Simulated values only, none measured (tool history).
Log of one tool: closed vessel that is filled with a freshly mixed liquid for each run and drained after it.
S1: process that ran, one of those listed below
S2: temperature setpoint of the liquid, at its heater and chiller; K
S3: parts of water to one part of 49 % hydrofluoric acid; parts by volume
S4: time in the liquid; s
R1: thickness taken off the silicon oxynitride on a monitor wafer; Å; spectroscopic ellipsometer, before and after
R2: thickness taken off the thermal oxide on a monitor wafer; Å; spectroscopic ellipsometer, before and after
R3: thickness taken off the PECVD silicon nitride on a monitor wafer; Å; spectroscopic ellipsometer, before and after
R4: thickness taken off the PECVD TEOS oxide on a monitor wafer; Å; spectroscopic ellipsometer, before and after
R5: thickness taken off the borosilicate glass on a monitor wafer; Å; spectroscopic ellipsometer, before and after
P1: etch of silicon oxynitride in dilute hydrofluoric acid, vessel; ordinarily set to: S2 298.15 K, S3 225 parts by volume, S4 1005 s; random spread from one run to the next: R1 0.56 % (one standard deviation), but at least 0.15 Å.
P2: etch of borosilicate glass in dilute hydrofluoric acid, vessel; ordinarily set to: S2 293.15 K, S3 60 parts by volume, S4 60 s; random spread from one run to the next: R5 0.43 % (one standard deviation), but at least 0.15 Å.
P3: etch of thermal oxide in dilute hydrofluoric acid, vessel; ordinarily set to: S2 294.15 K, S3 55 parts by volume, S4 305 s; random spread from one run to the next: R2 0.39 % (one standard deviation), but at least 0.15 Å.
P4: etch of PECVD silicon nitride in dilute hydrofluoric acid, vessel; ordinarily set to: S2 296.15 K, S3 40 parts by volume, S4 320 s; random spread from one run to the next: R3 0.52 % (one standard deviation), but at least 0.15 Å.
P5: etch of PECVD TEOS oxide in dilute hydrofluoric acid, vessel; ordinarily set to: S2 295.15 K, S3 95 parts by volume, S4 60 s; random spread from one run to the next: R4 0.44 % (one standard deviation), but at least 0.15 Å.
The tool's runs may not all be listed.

| run | hour | S1 | S2 | S3 | S4 | R1 | R2 | R3 | R4 | R5 |
|---|---|---|---|---|---|---|---|---|---|---|
| 1 | 10.8 | P1 | 298.15 | 225 | 1005 | 131.860 |  |  |  |  |
| 2 | 19.0 | P3 | 294.15 | 55 | 305 |  | 236.28 |  |  |  |
| 3 | 27.1 | P1 | 298.15 | 225 | 1005 | 130.280 |  |  |  |  |
| 4 | 34.6 | P1 | 298.15 | 225 | 315 | 40.835 |  |  |  |  |
| 5 | 40.8 | P4 | 296.15 | 65 | 320 |  |  | 131.58 |  |  |
| 6 | 52.9 | P1 | 302.15 | 225 | 1005 | 154.930 |  |  |  |  |
| 7 | 60.5 | P3 | 294.15 | 55 | 110 |  | 85.06 |  |  |  |
| 8 | 71.8 | P5 | 295.15 | 95 | 60 |  |  |  | 118.630 |  |
| 9 | 82.7 | P3 | 294.15 | 80 | 305 |  | 157.75 |  |  |  |
| 10 | 88.9 | P1 | 298.15 | 225 | 1480 | 193.250 |  |  |  |  |
| 11 | 98.5 | P5 | 295.15 | 150 | 60 |  |  |  | 71.291 |  |
| 12 | 104.3 | P1 | 293.65 | 65 | 1005 | 415.950 |  |  |  |  |
| 13 | 115.2 | P1 | 298.15 | 225 | 1005 | 130.700 |  |  |  |  |
| 14 | 122.3 | P4 | 296.15 | 40 | 550 |  |  | 364.48 |  |  |
| 15 | 129.1 | P5 | 295.15 | 95 | 60 |  |  |  | 119.670 |  |
| 16 | 140.4 | P1 | 293.15 | 225 | 1005 | 104.120 |  |  |  |  |
| 17 | 146.9 | P2 | 296.65 | 60 | 60 |  |  |  |  | 263.03 |
| 18 | 153.5 | P1 | 298.15 | 340 | 1005 | 80.284 |  |  |  |  |
| 19 | 161.0 | P5 | 298.65 | 95 | 60 |  |  |  | 136.550 |  |
| 20 | 168.7 | P2 | 293.15 | 35 | 60 |  |  |  |  | 400.33 |
| 21 | 175.9 | P1 | 298.15 | 110 | 50 | 14.897 |  |  |  |  |
| 22 | 186.4 | P2 | 293.15 | 60 | 30 |  |  |  |  | 113.75 |
| 23 | 197.3 | P1 | 298.15 | 40 | 1005 | 855.860 |  |  |  |  |
| 24 | 202.8 | P3 | 294.15 | 55 | 305 |  | 234.83 |  |  |  |
| 25 | 210.2 | P4 | 296.15 | 40 | 320 |  |  | 211.17 |  |  |
| 26 | 218.0 | P2 | 293.15 | 60 | 60 |  |  |  |  | 227.14 |
| 27 | 224.0 | P5 | 295.15 | 95 | 30 |  |  |  | 59.436 |  |
| 28 | 233.0 | P3 | 290.15 | 55 | 305 |  | 197.03 |  |  |  |
| 29 | 240.7 | P4 | 291.15 | 40 | 320 |  |  | 150.30 |  |  |
| 30 | 252.4 | P1 | 298.15 | 225 | 1005 | 131.810 |  |  |  |  |
| 31 | 264.6 | P1 | 298.15 | 225 | 1005 | 131.310 |  |  |  |  |
| 32 | 274.2 | P1 | 298.15 | 225 | 1005 | 135.660 |  |  |  |  |
| 33 | 279.7 | P1 | 298.15 | 225 | 1005 | 137.250 |  |  |  |  |
| 34 | 288.1 | P1 | 298.15 | 225 | 1005 | 138.350 |  |  |  |  |
| 35 | 293.5 | P1 | 298.15 | 225 | 1005 | 140.780 |  |  |  |  |
| 36 | 298.9 | P1 | 298.15 | 225 | 1005 | 140.930 |  |  |  |  |
| 37 | 311.2 | P1 | 298.15 | 225 | 1005 | 142.240 |  |  |  |  |
| 38 | 321.0 | P1 | 298.15 | 225 | 1005 | 141.310 |  |  |  |  |
| 39 | 326.5 | P1 | 298.15 | 225 | 1005 | 141.640 |  |  |  |  |
| 40 | 335.6 | P1 | 298.15 | 225 | 1005 | 144.620 |  |  |  |  |

P1 no longer gives what it gave before; its output has crept away from where it was. The following 2 causes, each at its listed size, fit the log equally well:
A: hydrofluoric acid flow above the setpoint (%) = 7.34
B: liquid hotter than its thermometer reads (K) = 1.92
At approximately hour 264.6, the process output began to creep.

Each of the 4 check runs below uses one wafer; its results are left as question marks. Which run tells the causes apart?
| check 1 | 344.7 | P3 | 294.15 | 55 | 305 |  | ? |  |  |  |
| check 2 | 344.7 | P2 | 293.15 | 60 | 60 |  |  |  |  | ? |
| check 3 | 344.7 | P5 | 295.15 | 95 | 60 |  |  |  | ? |  |
| check 4 | 344.7 | P4 | 296.15 | 40 | 320 |  |  | ? |  |  |

Check results expected under each cause:
| check | result | if A | if B |
|---|---|---|---|
| check 1 | R2 | 253.93 | 255.09 |
| check 2 | R5 | 244.85 | 246.00 |
| check 3 | R4 | 129.200 | 129.010 |
| check 4 | R3 | 227.57 | 241.92 |
Smallest distance between any two causes, each pair judged by its most separating result, in per cent: check 1 0.46 %; check 2 0.47 %; check 3 0.15 %; check 4 6.12 %
The causes can be told apart only by check 4. The other checks would give nearly the same results under each of them.

Then check 4 was run and gave: R3 243.25 Å. Which cause is it?

It is B: liquid hotter than its thermometer reads (K).
